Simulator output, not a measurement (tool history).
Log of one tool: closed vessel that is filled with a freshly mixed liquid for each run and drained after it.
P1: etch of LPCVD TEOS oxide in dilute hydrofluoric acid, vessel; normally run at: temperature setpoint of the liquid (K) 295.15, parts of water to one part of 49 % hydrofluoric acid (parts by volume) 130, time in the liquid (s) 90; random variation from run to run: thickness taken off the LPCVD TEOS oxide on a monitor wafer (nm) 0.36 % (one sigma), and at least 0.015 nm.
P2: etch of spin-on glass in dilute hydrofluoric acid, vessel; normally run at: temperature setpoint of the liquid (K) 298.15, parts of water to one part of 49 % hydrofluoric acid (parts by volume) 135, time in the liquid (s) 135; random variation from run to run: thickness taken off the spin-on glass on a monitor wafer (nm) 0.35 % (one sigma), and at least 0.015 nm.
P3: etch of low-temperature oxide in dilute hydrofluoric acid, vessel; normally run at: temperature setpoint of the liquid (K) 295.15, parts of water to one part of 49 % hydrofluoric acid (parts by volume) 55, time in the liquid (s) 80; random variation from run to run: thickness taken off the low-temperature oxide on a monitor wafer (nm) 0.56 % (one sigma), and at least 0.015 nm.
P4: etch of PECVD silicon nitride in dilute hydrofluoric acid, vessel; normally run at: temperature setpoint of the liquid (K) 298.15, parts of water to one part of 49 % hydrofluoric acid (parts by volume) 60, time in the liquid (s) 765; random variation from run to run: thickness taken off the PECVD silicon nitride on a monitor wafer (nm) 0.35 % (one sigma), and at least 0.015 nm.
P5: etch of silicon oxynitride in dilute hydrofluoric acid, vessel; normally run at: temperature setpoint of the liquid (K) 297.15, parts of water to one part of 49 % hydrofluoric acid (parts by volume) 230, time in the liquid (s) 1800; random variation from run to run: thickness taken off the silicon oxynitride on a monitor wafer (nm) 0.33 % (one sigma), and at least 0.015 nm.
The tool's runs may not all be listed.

run,hour,process that ran,temperature setpoint of the liquid (K),parts of water to one part of 49 % hydrofluoric acid (parts by volume),time in the liquid (s),hours since the thermometer was replaced,hours since the hydrofluoric acid flow meter was replaced,thickness taken off the LPCVD TEOS oxide on a monitor wafer (nm),thickness taken off the low-temperature oxide on a monitor wafer (nm),thickness taken off the spin-on glass on a monitor wafer (nm),thickness taken off the PECVD silicon nitride on a monitor wafer (nm),thickness taken off the silicon oxynitride on a monitor wafer (nm)
1,11.8,P1,295.15,130,90,1135.4,547,26.154,,,,
2,23.7,P3,295.15,55,30,1147.3,558.9,,12.742,,,
3,34.1,P1,290.15,130,90,1157.7,569.3,21.402,,,,
4,41.1,P1,295.15,130,90,1164.7,576.3,26.041,,,,
5,49.3,P3,295.15,55,80,1172.9,584.5,,34.3,,,
6,63.3,P1,295.15,130,90,1186.9,598.5,26.125,,,,
7,71.3,P2,298.15,135,135,1194.9,606.5,,,47.75,,
8,81.8,P1,295.15,130,30,1205.4,617,8.7076,,,,
9,93.4,P1,295.15,185,90,1217,628.6,17.177,,,,
10,101.4,P3,295.15,95,80,1225,636.6,,18.66,,,
11,112.8,P4,298.15,60,115,1236.4,648,,,,8.3972,
12,124.6,P4,305.65,60,765,1248.2,659.8,,,,91.45,
13,138.9,P4,298.15,35,765,1262.5,674.1,,,,95.558,
14,152.2,P1,295.15,130,90,1275.8,687.4,26.068,,,,
15,161.7,P2,298.15,135,135,1285.3,696.9,,,47.676,,
16,170,P3,300.15,55,80,1293.6,705.2,,41.664,,,
17,178.6,P5,297.15,230,370,1302.2,713.8,,,,,2.9066
18,187.5,P3,295.15,55,80,1311.1,722.7,,34.316,,,
19,198.5,P1,295.15,130,90,1322.1,733.7,26.224,,,,
20,208.9,P1,295.15,225,55,1332.5,744.1,8.3488,,,,
21,220,P1,295.15,130,90,1343.6,755.2,26.093,,,,
22,233.8,P1,295.15,70,30,1357.4,769,17.401,,,,
23,246.1,P1,298.65,130,90,1369.7,781.3,30.048,,,,
24,258.7,P2,298.15,135,30,1382.3,793.9,,,10.564,,

The next listed run, before its measurement:
25,270.4,P4,298.15,60,765,1394,805.6,,,,?,

Run 25 gave thickness taken off the PECVD silicon nitride on a monitor wafer (nm) 56.044.

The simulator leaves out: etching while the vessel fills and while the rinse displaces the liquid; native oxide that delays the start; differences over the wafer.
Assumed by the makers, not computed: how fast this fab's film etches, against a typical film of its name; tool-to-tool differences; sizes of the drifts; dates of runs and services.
